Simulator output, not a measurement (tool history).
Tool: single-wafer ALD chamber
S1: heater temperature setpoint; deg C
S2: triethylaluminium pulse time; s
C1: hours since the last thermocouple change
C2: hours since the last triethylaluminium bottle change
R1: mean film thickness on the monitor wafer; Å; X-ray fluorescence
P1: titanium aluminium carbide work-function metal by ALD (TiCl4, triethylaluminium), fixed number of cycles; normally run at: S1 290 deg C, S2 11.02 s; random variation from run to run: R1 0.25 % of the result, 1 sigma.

{"run": 1, "hour": 6.2, "S1": 290, "S2": 11.02, "C1": 1390.8, "C2": 174.8, "R1": 19.171}
{"run": 2, "hour": 12.7, "S1": 290, "S2": 11.02, "C1": 1397.3, "C2": 181.3, "R1": 19.191}
{"run": 3, "hour": 24.6, "S1": 290, "S2": 15.3, "C1": 1409.2, "C2": 193.2, "R1": 19.57}
{"run": 4, "hour": 32.6, "S1": 290, "S2": 11.02, "C1": 1417.2, "C2": 201.2, "R1": 19.186}
{"run": 5, "hour": 41.7, "S1": 290, "S2": 11.02, "C1": 1426.3, "C2": 210.3, "R1": 19.199}
{"run": 6, "hour": 51.8, "S1": 290, "S2": 11.02, "C1": 1436.4, "C2": 220.4, "R1": 19.27}
{"run": 7, "hour": 63.8, "S1": 313, "S2": 11.02, "C1": 1448.4, "C2": 232.4, "R1": 21.256}
{"run": 8, "hour": 72.7, "S1": 266, "S2": 11.02, "C1": 1457.3, "C2": 241.3, "R1": 17.23}
{"run": 9, "hour": 82.8, "S1": 278, "S2": 14.29, "C1": 1467.4, "C2": 251.4, "R1": 18.433}
{"run": 10, "hour": 93.7, "S1": 290, "S2": 5.22, "C1": 1478.3, "C2": 262.3, "R1": 16.444}
{"run": 11, "hour": 101.9, "S1": 290, "S2": 11.02, "C1": 1486.5, "C2": 270.5, "R1": 19.237}
{"run": 12, "hour": 110.8, "S1": 290, "S2": 11.02, "C1": 1495.4, "C2": 279.4, "R1": 19.204}
{"run": 13, "hour": 119.4, "S1": 290, "S2": 11.02, "C1": 1504, "C2": 288, "R1": 18.981}
{"run": 14, "hour": 125.1, "S1": 290, "S2": 11.02, "C1": 1509.7, "C2": 293.7, "R1": 18.983}
{"run": 15, "hour": 131.0, "S1": 290, "S2": 11.02, "C1": 1515.6, "C2": 299.6, "R1": 18.982}
{"run": 16, "hour": 138.4, "S1": 290, "S2": 11.02, "C1": 1523, "C2": 307, "R1": 18.935}
{"run": 17, "hour": 144.3, "S1": 290, "S2": 11.02, "C1": 1528.9, "C2": 312.9, "R1": 18.912}
{"run": 18, "hour": 153.0, "S1": 290, "S2": 11.02, "C1": 1537.6, "C2": 321.6, "R1": 18.804}

What P1 gives has crept away from where it was. These 2 causes fit the log equally well, each at the size given:
A: triethylaluminium dose below that of a fresh bottle (%) = 15.4
B: wafer temperature below the value expected at the setpoint (K) = 4.06
The creep began at about hour 110.8.

4 check runs are offered, one wafer each, their results left as question marks. Which one tells the causes apart?
{"run": "check 1", "hour": 161.7, "S1": 313, "S2": 11.02, "R1": "?"}
{"run": "check 2", "hour": 161.7, "S1": 301, "S2": 11.02, "R1": "?"}
{"run": "check 3", "hour": 161.7, "S1": 278, "S2": 5.44, "R1": "?"}
{"run": "check 4", "hour": 161.7, "S1": 266, "S2": 11.02, "R1": "?"}

What each check would give under each cause:
check=check_1 result=R1 if_A=20.838 if_B=20.867
check=check_2 result=R1 if_A=19.804 if_B=19.817
check=check_3 result=R1 if_A=14.795 if_B=15.45
check=check_4 result=R1 if_A=16.853 if_B=16.824
How far apart the two closest causes lie, in the result that separates them most: check 1 0.14 %; check 2 0.07 %; check 3 4.33 %; check 4 0.17 %
Only check 3 tells the causes apart: in the others they would give nearly the same result.

Check 3 was then run and gave: R1 15.423 Å. Which cause is it?

It is B: wafer temperature below the value expected at the setpoint (K).
